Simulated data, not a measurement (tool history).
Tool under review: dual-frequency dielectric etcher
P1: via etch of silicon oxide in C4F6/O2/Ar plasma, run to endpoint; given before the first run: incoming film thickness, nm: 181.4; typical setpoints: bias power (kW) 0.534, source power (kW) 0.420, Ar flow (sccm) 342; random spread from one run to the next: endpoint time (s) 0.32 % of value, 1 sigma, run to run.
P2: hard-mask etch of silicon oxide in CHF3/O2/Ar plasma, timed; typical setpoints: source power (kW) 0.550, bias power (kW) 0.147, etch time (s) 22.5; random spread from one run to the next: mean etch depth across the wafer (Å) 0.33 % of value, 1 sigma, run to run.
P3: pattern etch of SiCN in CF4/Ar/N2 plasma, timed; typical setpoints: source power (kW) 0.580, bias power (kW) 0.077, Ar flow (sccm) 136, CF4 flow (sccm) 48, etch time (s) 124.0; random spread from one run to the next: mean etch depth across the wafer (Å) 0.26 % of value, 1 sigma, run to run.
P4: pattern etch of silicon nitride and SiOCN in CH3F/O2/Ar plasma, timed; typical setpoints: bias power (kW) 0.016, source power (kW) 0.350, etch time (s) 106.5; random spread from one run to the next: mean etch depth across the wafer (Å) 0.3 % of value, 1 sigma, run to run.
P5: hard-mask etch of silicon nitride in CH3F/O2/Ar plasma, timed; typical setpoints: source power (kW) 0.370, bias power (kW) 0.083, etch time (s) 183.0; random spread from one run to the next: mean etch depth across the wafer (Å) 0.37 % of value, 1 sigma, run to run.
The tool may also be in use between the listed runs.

run,hour,process that ran,bias power (kW),source power (kW),Ar flow (sccm),etch time (s),CF4 flow (sccm),endpoint time (s),mean etch depth across the wafer (Å)
1,3.5,P1,0.534,0.420,342,,,38.055,
2,8.4,P1,0.534,0.420,342,,,38.072,
3,12.5,P1,0.534,0.500,342,,,35.745,
4,19.6,P1,0.534,0.420,273,,,37.078,
5,23.8,P1,0.534,0.420,342,,,38.166,
6,28.2,P2,0.147,0.550,,22.5,,,415.39
7,35.3,P4,0.016,0.350,,106.5,,,118.91
8,40.7,P2,0.091,0.550,,22.5,,,358.11
9,45.2,P2,0.147,0.550,,14.0,,,258.69
10,50.4,P1,0.684,0.420,444,,,35.671,
11,54.6,P5,0.083,0.240,,183.0,,,1087.60
12,60.2,P2,0.147,0.330,,22.5,,,341.33
13,66.9,P4,0.019,0.350,,106.5,,,127.49
14,71.1,P4,0.016,0.350,,142.0,,,157.72
15,76.9,P1,0.534,0.260,342,,,45.504,
16,82.7,P3,0.109,0.580,136,124.0,48,,1417.60
17,90.0,P3,0.077,0.580,136,175.0,48,,1740.20
18,95.2,P1,0.534,0.340,226,,,39.440,
19,102.4,P1,0.534,0.420,342,,,38.104,
20,106.3,P3,0.077,0.580,161,124.0,48,,1196.90
21,113.6,P3,0.077,0.580,136,124.0,61,,1282.60
22,121.0,P5,0.083,0.370,,183.0,,,1285.60
23,127.5,P5,0.083,0.370,,100.5,,,703.00
24,133.3,P1,0.534,0.420,413,,,39.016,
25,138.5,P4,0.016,0.350,,106.5,,,117.57
26,143.1,P3,0.077,0.410,136,124.0,48,,914.04
27,148.6,P1,0.534,0.420,342,,,38.349,
28,152.1,P5,0.106,0.370,,183.0,,,1401.90
29,155.8,P1,0.534,0.420,342,,,38.128,
30,159.2,P1,0.741,0.420,342,,,33.635,
31,163.7,P3,0.077,0.580,136,124.0,48,,1239.80
32,171.1,P4,0.016,0.270,,106.5,,,108.46
33,178.3,P1,0.710,0.420,278,,,33.421,
34,184.2,P1,0.434,0.420,342,,,41.227,
35,189.7,P5,0.083,0.370,,183.0,,,1287.50
36,195.5,P1,0.534,0.420,342,,,38.158,
37,200.1,P1,0.534,0.420,342,,,37.891,
38,204.9,P1,0.534,0.420,342,,,37.683,
# hour 208.0: Ar flow controller replaced
39,211.8,P1,0.534,0.420,342,,,37.658,
# hour 211.9: wet clean of the chamber
40,218.2,P1,0.534,0.420,342,,,37.546,
41,222.1,P1,0.534,0.420,342,,,37.632,

The next listed run, before its measurement:
42,229.1,P1,0.534,0.420,342,,,?,

For run 42 the tool returned endpoint time (s) 37.282.
